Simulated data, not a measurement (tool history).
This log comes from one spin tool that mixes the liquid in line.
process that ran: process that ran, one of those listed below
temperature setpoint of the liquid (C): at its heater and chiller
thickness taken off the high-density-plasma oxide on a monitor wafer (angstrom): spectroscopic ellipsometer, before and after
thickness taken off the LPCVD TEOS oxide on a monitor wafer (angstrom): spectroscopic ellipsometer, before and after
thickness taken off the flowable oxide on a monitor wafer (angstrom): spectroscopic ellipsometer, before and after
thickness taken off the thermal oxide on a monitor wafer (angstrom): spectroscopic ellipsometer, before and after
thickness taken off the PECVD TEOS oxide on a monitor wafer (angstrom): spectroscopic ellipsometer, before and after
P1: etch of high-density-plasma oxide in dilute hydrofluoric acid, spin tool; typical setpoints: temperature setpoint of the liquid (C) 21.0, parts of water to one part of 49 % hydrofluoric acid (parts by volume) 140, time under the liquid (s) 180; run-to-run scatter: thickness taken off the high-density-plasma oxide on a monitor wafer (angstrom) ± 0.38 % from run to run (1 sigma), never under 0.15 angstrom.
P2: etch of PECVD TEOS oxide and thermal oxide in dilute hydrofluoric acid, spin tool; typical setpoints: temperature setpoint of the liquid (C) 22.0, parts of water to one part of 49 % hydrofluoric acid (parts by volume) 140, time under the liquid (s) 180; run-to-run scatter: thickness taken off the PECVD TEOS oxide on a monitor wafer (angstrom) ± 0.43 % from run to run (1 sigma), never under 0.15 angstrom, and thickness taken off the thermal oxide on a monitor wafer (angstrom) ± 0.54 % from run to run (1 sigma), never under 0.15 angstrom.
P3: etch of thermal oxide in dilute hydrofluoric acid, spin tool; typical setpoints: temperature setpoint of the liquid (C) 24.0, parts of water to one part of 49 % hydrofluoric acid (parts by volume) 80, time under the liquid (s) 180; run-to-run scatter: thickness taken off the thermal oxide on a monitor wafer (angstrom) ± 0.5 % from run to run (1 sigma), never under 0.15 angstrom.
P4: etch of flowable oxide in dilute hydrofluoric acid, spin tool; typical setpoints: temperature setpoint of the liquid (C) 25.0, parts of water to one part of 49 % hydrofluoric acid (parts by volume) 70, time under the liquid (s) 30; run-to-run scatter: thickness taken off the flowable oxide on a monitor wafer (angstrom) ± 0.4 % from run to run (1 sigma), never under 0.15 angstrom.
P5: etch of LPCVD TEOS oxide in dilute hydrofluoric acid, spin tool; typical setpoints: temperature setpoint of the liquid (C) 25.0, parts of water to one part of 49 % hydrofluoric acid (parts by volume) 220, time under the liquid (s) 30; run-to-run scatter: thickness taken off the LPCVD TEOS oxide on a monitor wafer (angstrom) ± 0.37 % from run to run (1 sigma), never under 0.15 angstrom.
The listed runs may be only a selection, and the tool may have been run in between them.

run,hour,process that ran,temperature setpoint of the liquid (C),parts of water to one part of 49 % hydrofluoric acid (parts by volume),time under the liquid (s),hours since the thermometer was replaced,hours since the hydrofluoric acid flow meter was replaced,thickness taken off the high-density-plasma oxide on a monitor wafer (angstrom),thickness taken off the LPCVD TEOS oxide on a monitor wafer (angstrom),thickness taken off the flowable oxide on a monitor wafer (angstrom),thickness taken off the thermal oxide on a monitor wafer (angstrom),thickness taken off the PECVD TEOS oxide on a monitor wafer (angstrom)
1,2.4,P1,21.0,140,180,1640.9,919.8,56.6400,,,,
2,6.2,P5,33.5,220,30,1644.7,923.6,,91.564,,,
3,10.1,P4,31.0,70,30,1648.6,927.5,,,149.220,,
4,12.9,P4,25.0,20,30,1651.4,930.3,,,443.550,,
5,15.4,P1,21.0,140,20,1653.9,932.8,6.1864,,,,
6,18.8,P1,21.0,140,305,1657.3,936.2,96.0140,,,,
7,21.9,P3,24.0,80,180,1660.4,939.3,,,,104.9900,
8,25.1,P3,24.0,80,180,1663.6,942.5,,,,104.4800,
9,27.5,P1,25.5,140,180,1666.0,944.9,67.2330,,,,
# hour 28.1: hydrofluoric acid flow meter replaced
10,29.7,P5,25.0,380,30,1668.2,1.6,,33.905,,,
11,34.4,P2,28.5,140,180,1672.9,6.3,,,,68.5230,122.3600
12,37.8,P3,31.0,80,180,1676.3,9.7,,,,137.1400,
13,42.4,P2,22.0,140,180,1680.9,14.3,,,,53.5100,96.1230
14,46.9,P5,25.0,220,60,1685.4,18.8,,136.610,,,
15,51.3,P1,21.0,245,180,1689.8,23.2,29.3320,,,,
16,54.1,P2,22.0,140,15,1692.6,26.0,,,,4.5928,7.8833
17,57.2,P1,21.0,140,180,1695.7,29.1,56.4960,,,,
18,59.9,P3,24.0,145,180,1698.4,31.8,,,,53.8300,
19,63.3,P1,26.0,210,180,1701.8,35.2,42.1270,,,,
20,65.5,P1,21.0,140,180,1704.0,37.4,56.4340,,,,
21,67.7,P4,25.0,70,30,1706.2,39.6,,,117.910,,
22,70.1,P1,21.0,140,180,1708.6,42.0,56.6100,,,,
23,72.5,P2,22.0,140,180,1711.0,44.4,,,,53.4170,95.8320
24,75.0,P1,21.0,65,180,1713.5,46.9,133.3600,,,,
25,78.6,P2,22.0,255,180,1717.1,50.5,,,,25.8570,46.3060
26,81.7,P4,25.0,70,15,1720.2,53.6,,,59.242,,
27,84.9,P1,21.0,140,180,1723.4,56.8,56.7800,,,,
28,89.4,P1,17.0,140,180,1727.9,61.3,48.1020,,,,
29,93.5,P5,25.0,220,30,1732.0,65.4,,68.095,,,
30,96.9,P3,24.0,80,360,1735.4,68.8,,,,209.2800,
31,100.7,P4,25.0,70,30,1739.2,72.6,,,117.970,,
32,103.2,P1,21.0,140,180,1741.7,75.1,56.6860,,,,
33,107.8,P1,21.0,140,180,1746.3,79.7,54.3530,,,,
34,111.3,P1,21.0,140,180,1749.8,83.2,52.8840,,,,
35,116.0,P1,21.0,140,180,1754.5,87.9,52.6130,,,,
36,119.1,P1,21.0,140,180,1757.6,91.0,52.3940,,,,
37,123.0,P1,21.0,140,180,1761.5,94.9,52.5580,,,,
38,125.6,P1,21.0,140,180,1764.1,97.5,51.7790,,,,
39,129.3,P1,21.0,140,180,1767.8,101.2,51.8820,,,,

Compared with where it was, what P1 gives has crept away. Each cause listed below fits the log as well as the rest, at the size given for it:
A: hydrofluoric acid flow below the setpoint (%) = 7.23
B: liquid colder than its thermometer reads (K) = 2.17
The process output started creeping at around hour 103.2.

The 4 check runs listed below each average the results of 2 wafers, and their outcomes are marked with question marks. Under which run would the listed causes produce clearly different results?
check 1,133.0,P3,24.0,125,180,,,,,,?,
check 2,133.0,P4,29.5,70,15,,,,,?,,
check 3,133.0,P5,31.0,340,30,,,,?,,,
check 4,133.0,P2,27.5,140,180,,,,,,?,?

Predicted outcomes, by check and by cause:
check,result,if A,if B
check 1,thickness taken off the thermal oxide on a monitor wafer (angstrom),58.0700,58.1380
check 2,thickness taken off the flowable oxide on a monitor wafer (angstrom),64.825,64.720
check 3,thickness taken off the LPCVD TEOS oxide on a monitor wafer (angstrom),42.638,44.160
check 4,thickness taken off the thermal oxide on a monitor wafer (angstrom),59.9330,60.3600
check 4,thickness taken off the PECVD TEOS oxide on a monitor wafer (angstrom),107.8600,108.6300
Distance between the nearest two causes, measured in the result of the check that separates them most: check 1 0.12 %; check 2 0.16 %; check 3 3.51 %; check 4 0.71 %
Only check 3 tells the causes apart: in the others they would give nearly the same result.

Here is what check 3 returned: thickness taken off the LPCVD TEOS oxide on a monitor wafer (angstrom) 42.398. Which cause is it?

A is the cause: hydrofluoric acid flow below the setpoint (%).
